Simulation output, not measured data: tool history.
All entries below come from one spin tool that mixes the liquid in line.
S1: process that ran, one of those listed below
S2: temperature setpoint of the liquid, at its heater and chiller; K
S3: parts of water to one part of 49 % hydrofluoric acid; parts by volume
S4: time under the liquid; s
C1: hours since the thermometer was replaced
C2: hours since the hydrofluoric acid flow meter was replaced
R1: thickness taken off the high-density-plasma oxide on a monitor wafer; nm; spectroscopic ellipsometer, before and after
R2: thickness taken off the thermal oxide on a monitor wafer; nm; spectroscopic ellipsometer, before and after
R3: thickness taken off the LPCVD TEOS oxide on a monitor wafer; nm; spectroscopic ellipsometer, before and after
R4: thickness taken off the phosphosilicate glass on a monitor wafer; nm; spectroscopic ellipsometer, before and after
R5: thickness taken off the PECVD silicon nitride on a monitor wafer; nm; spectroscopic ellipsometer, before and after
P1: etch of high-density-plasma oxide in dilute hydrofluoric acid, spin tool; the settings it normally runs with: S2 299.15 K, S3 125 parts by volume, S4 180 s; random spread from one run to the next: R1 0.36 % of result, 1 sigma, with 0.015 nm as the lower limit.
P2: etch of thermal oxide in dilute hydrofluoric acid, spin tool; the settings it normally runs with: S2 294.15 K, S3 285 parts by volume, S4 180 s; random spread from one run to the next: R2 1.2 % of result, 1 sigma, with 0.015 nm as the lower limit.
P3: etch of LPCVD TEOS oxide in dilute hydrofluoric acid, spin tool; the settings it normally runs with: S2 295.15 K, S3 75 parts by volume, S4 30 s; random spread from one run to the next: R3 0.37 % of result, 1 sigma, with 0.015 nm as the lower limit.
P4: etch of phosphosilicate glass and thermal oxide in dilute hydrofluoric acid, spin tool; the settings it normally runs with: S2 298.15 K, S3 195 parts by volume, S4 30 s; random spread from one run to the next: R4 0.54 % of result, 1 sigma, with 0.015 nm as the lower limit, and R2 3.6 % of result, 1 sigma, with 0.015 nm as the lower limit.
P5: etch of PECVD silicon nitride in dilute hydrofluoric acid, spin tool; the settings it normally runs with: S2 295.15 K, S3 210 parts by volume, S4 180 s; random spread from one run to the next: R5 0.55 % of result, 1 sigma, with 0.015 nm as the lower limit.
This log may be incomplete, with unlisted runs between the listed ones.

run 1 hour=17.8 | S1=P1 S2=299.15 S3=125 S4=180 | C1=1556.1 C2=1216.3 | R1=7.5477
run 2 hour=28.3 | S1=P1 S2=299.15 S3=125 S4=15 | C1=1566.6 C2=1226.8 | R1=0.6376
run 3 hour=40.6 | S1=P2 S2=294.15 S3=285 S4=335 | C1=1578.9 C2=1239.1 | R2=4.2216
run 4 hour=58.4 | S1=P2 S2=294.15 S3=285 S4=180 | C1=1596.7 C2=1256.9 | R2=2.2053
run 5 hour=76.3 | S1=P3 S2=303.15 S3=75 S4=30 | C1=1614.6 C2=1274.8 | R3=28.41
run 6 hour=91.1 | S1=P1 S2=299.15 S3=125 S4=180 | C1=1629.4 C2=1289.6 | R1=7.5669
run 7 hour=101.7 | S1=P1 S2=293.65 S3=125 S4=180 | C1=1640 C2=1300.2 | R1=6.1091
run 8 hour=111.9 | S1=P1 S2=299.15 S3=220 S4=180 | C1=1650.2 C2=1310.4 | R1=3.8793
run 9 hour=130.2 | S1=P4 S2=298.15 S3=195 S4=50 | C1=1668.5 C2=1328.7 | R2=1.1766 R4=27.87
run 10 hour=148.7 | S1=P4 S2=306.15 S3=195 S4=30 | C1=1687 C2=1347.2 | R2=0.88279 R4=22.323
run 11 hour=157.4 | S1=P3 S2=295.15 S3=75 S4=30 | C1=1695.7 C2=1355.9 | R3=20.876
run 12 hour=171.6 | S1=P1 S2=305.65 S3=125 S4=255 | C1=1709.9 C2=1370.1 | R1=13.618
run 13 hour=188.3 | S1=P3 S2=295.15 S3=75 S4=30 | C1=1726.6 C2=1386.8 | R3=20.868
run 14 hour=206.2 | S1=P5 S2=295.15 S3=210 S4=45 | C1=1744.5 C2=1404.7 | R5=0.98171
run 15 hour=223 | S1=P2 S2=290.15 S3=285 S4=180 | C1=1761.3 C2=1421.5 | R2=1.9578
run 16 hour=239.1 | S1=P4 S2=298.15 S3=195 S4=30 | C1=1777.4 C2=1437.6 | R2=0.71255 R4=16.801
run 17 hour=248.4 | S1=P2 S2=294.15 S3=470 S4=180 | C1=1786.7 C2=1446.9 | R2=1.1594
run 18 hour=262.3 | S1=P3 S2=295.15 S3=75 S4=15 | C1=1800.6 C2=1460.8 | R3=10.428
run 19 hour=279.3 | S1=P1 S2=299.15 S3=125 S4=300 | C1=1817.6 C2=1477.8 | R1=12.601
run 20 hour=289.3 | S1=P1 S2=299.15 S3=80 S4=180 | C1=1827.6 C2=1487.8 | R1=12.536

Run 21 is up next; what results do you expect?
run 21 hour=306 | S1=P1 S2=299.15 S3=125 S4=180 | C1=1844.3 C2=1504.5 | R1=?

{"run 21": {"R1": 7.5717}}

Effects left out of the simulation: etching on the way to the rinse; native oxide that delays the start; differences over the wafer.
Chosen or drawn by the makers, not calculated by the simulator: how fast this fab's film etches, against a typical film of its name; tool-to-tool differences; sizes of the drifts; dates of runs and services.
